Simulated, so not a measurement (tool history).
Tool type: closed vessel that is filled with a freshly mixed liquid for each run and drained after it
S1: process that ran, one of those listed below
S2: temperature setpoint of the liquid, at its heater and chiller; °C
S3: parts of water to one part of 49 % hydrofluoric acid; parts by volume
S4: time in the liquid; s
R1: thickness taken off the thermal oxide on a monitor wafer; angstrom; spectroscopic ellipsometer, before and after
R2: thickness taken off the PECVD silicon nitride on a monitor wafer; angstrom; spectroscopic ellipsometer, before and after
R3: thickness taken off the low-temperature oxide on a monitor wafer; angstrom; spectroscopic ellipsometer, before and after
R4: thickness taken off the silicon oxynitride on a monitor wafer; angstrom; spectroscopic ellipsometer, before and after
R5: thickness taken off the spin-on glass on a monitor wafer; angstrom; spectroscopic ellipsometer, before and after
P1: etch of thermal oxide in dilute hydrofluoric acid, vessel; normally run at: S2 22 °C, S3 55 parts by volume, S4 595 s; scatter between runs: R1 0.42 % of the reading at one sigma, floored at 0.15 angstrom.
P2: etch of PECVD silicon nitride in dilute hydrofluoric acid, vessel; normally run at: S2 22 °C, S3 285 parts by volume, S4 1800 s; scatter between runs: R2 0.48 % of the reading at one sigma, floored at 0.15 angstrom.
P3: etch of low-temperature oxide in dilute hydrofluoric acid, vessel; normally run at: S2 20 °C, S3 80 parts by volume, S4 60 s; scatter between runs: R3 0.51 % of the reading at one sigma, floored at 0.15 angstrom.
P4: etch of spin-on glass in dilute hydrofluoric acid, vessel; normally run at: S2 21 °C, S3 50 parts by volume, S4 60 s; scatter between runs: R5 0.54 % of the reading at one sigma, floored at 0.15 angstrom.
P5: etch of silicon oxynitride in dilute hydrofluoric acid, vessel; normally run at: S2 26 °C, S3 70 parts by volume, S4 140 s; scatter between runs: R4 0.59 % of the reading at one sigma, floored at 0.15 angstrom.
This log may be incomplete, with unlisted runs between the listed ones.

run 1 hour=6.9 | S1=P1 S2=22 S3=55 S4=595 | R1=515.65
run 2 hour=14.8 | S1=P1 S2=22 S3=55 S4=595 | R1=516.91
run 3 hour=23.5 | S1=P2 S2=22 S3=285 S4=1800 | R2=241.01
run 4 hour=30.9 | S1=P1 S2=22 S3=55 S4=255 | R1=221.51
run 5 hour=36.9 | S1=P2 S2=22 S3=95 S4=1800 | R2=711.26
run 6 hour=42.2 | S1=P3 S2=27 S3=80 S4=60 | R3=140.87
run 7 hour=51.5 | S1=P1 S2=22 S3=55 S4=595 | R1=517.88
run 8 hour=56.2 | S1=P1 S2=22 S3=55 S4=1040 | R1=902.64
run 9 hour=62.2 | S1=P5 S2=26 S3=70 S4=140 | R4=56.617
run 10 hour=68.9 | S1=P4 S2=21 S3=50 S4=60 | R5=529.09
run 11 hour=75 | S1=P4 S2=17 S3=50 S4=60 | R5=448.05
run 12 hour=81.1 | S1=P3 S2=20 S3=80 S4=60 | R3=105.99
run 13 hour=86.8 | S1=P1 S2=22 S3=20 S4=595 | R1=1491.3
run 14 hour=95.1 | S1=P5 S2=26 S3=30 S4=140 | R4=138.37
run 15 hour=99.3 | S1=P1 S2=22 S3=55 S4=595 | R1=513.67
run 16 hour=107.7 | S1=P4 S2=21 S3=25 S4=60 | R5=1099.7
run 17 hour=114.8 | S1=P2 S2=17 S3=285 S4=1800 | R2=176.56
run 18 hour=119.4 | S1=P4 S2=21 S3=50 S4=30 | R5=266.53
run 19 hour=128.1 | S1=P3 S2=20 S3=80 S4=105 | R3=185.84
run 20 hour=134.3 | S1=P1 S2=26 S3=55 S4=595 | R1=609.22
run 21 hour=142.2 | S1=P2 S2=22 S3=285 S4=495 | R2=66.384
run 22 hour=151.1 | S1=P1 S2=17 S3=55 S4=595 | R1=415.41
run 23 hour=157.3 | S1=P3 S2=20 S3=115 S4=60 | R3=70.921
run 24 hour=166.5 | S1=P1 S2=22 S3=55 S4=595 | R1=516.54
run 25 hour=171.6 | S1=P1 S2=22 S3=85 S4=595 | R1=321.2
run 26 hour=176.1 | S1=P5 S2=30.5 S3=70 S4=140 | R4=70.452
-- hour=179.7 thermometer replaced
run 27 hour=180.3 | S1=P2 S2=22 S3=285 S4=1800 | R2=241.63
run 28 hour=189 | S1=P1 S2=22 S3=100 S4=1110 | R1=501.82
run 29 hour=197 | S1=P5 S2=26 S3=70 S4=55 | R4=22.363
run 30 hour=206.3 | S1=P1 S2=22 S3=55 S4=595 | R1=514.05
run 31 hour=213.9 | S1=P1 S2=22 S3=55 S4=595 | R1=516.46
run 32 hour=223 | S1=P1 S2=22 S3=55 S4=595 | R1=534.36
run 33 hour=231 | S1=P1 S2=22 S3=55 S4=595 | R1=550.75
run 34 hour=239.4 | S1=P1 S2=22 S3=55 S4=595 | R1=554.66
run 35 hour=247.7 | S1=P1 S2=22 S3=55 S4=595 | R1=553.8
run 36 hour=253.2 | S1=P1 S2=22 S3=55 S4=595 | R1=561.97
run 37 hour=257.7 | S1=P1 S2=22 S3=55 S4=595 | R1=558.12
run 38 hour=264.6 | S1=P1 S2=22 S3=55 S4=595 | R1=556.63
run 39 hour=273.8 | S1=P1 S2=22 S3=55 S4=595 | R1=556.95
run 40 hour=281 | S1=P1 S2=22 S3=55 S4=595 | R1=564.04

P1 no longer gives what it gave before; its output has crept away from where it was. The following 2 causes, each at its listed size, fit the log equally well:
A: hydrofluoric acid flow above the setpoint (%) = 8.13
B: liquid hotter than its thermometer reads (K) = 2.02
The onset of the drift is placed at about hour 213.9.

The check runs listed below each take one wafer, and their results are still question marks. Under which run would the listed causes lead to clearly different results?
run check 1 hour=288.2 | S1=P5 S2=26 S3=70 S4=140 | R4=?
run check 2 hour=288.2 | S1=P4 S2=21 S3=50 S4=60 | R5=?
run check 3 hour=288.2 | S1=P3 S2=20 S3=80 S4=60 | R3=?
run check 4 hour=288.2 | S1=P2 S2=22 S3=285 S4=1800 | R2=?

What every check run would give for each of its results, assuming each possible cause in turn:
check=check_1 result=R4 if_A=61.918 if_B=62.666
check=check_2 result=R5 if_A=575.43 if_B=576.37
check=check_3 result=R3 if_A=115.93 if_B=115.73
check=check_4 result=R2 if_A=261.85 if_B=274.88
Minimum pairwise separation of causes per check, each pair taken at its best-separating result: check 1 1.2 %; check 2 0.16 %; check 3 0.17 %; check 4 4.86 %
Check 4 tells the causes apart: in the others they would give nearly the same result.

Here is what check 4 returned: R2 275.58 angstrom. Which cause is it?

It is B: liquid hotter than its thermometer reads (K).
